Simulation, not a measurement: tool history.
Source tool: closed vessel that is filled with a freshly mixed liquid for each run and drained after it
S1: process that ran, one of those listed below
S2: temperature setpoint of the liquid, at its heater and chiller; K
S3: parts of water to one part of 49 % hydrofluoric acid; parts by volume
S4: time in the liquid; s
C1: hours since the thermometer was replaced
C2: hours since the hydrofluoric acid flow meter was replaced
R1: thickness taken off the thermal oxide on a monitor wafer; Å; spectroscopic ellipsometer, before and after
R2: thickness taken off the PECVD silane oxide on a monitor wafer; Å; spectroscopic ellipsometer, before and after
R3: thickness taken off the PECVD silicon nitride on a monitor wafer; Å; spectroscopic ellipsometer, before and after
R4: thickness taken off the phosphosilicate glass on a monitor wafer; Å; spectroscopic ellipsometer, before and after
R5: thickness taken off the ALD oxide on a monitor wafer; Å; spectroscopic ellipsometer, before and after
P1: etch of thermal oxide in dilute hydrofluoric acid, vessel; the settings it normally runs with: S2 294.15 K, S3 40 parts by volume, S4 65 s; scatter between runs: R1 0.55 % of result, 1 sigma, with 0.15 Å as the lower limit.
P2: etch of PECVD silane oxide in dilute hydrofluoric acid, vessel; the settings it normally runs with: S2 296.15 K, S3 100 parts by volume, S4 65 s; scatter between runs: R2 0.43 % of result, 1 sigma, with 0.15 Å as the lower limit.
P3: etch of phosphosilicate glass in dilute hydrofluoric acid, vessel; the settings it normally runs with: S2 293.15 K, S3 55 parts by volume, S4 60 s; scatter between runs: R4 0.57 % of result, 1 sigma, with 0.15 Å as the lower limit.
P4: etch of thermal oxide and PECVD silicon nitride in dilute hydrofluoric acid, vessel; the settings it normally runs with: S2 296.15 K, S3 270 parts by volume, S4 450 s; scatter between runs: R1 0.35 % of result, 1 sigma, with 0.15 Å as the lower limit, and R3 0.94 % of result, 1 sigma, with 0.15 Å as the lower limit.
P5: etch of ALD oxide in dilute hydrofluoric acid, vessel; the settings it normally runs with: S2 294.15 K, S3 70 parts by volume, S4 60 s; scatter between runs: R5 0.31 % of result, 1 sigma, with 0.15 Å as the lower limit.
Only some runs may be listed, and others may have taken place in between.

run	hour	S1	S2	S3	S4	C1	C2	R1	R2	R3	R4	R5
1	5.8	P1	294.15	40	65	892.6	1007.4	80.732				
2	9.0	P2	296.15	20	65	895.8	1010.6		543.340			
3	12.6	P1	294.15	40	30	899.4	1014.2	37.006				
4	16.6	P2	302.15	100	65	903.4	1018.2		124.150			
5	19.8	P4	296.15	170	450	906.6	1021.4	113.200		44.693		
6	24.1	P1	294.15	40	65	910.9	1025.7	80.385				
7	28.2	P1	294.15	40	65	915.0	1029.8	79.533				
8	32.6	P1	299.15	40	65	919.4	1034.2	99.474				
9	38.3	P1	290.15	20	65	925.1	1039.9	137.600				
10	41.8	P1	294.15	70	65	928.6	1043.4	44.428				
11	46.9	P1	294.15	40	65	933.7	1048.5	80.069				
12	52.2	P1	294.15	40	65	939.0	1053.8	79.831				
13	56.7	P3	293.15	55	60	943.5	1058.3				1243.0	
14	60.6	P5	294.15	70	60	947.4	1062.2					234.94
15	66.2	P1	294.15	20	65	953.0	1067.8	166.060				
16	70.2	P5	294.15	125	60	957.0	1071.8					123.99
17	75.1	P2	296.15	100	120	961.9	1076.7		180.710			
18	78.5	P5	294.15	70	30	965.3	1080.1					118.17
19	81.6	P1	294.15	40	115	968.4	1083.2	142.990				
20	86.7	P3	297.65	55	60	973.5	1088.3				1493.6	
21	90.3	P5	294.15	70	60	977.1	1091.9					235.84
# hour 91.0: thermometer replaced
22	97.0	P2	296.15	100	65	6.0	1098.6		98.394			
23	101.2	P3	293.15	55	120	10.2	1102.8				2464.4	
24	106.3	P4	296.15	270	450	15.3	1107.9	64.210		28.573		
25	110.9	P1	294.15	40	65	19.9	1112.5	80.605				
26	116.5	P3	293.15	20	60	25.5	1118.1				3575.6	
27	122.3	P4	296.15	270	450	31.3	1123.9	64.713		27.659		
28	126.4	P4	290.15	270	450	35.4	1128.0	51.606		19.303		
# hour 127.3: hydrofluoric acid flow meter replaced
29	129.7	P5	290.15	70	60	38.7	2.5					198.91
30	133.8	P1	290.15	40	65	42.8	6.6	67.356				
31	139.5	P4	296.15	270	810	48.5	12.3	116.260		49.882		
32	145.5	P1	294.15	40	65	54.5	18.3	80.733				
33	150.2	P1	294.15	40	65	59.2	23.0	79.035				
34	154.0	P1	294.15	40	65	63.0	26.8	77.355				

What does the tool deliver on the next run?
35	157.7	P1	294.15	40	65	66.7	30.5	?				

R1: 76.902 Å
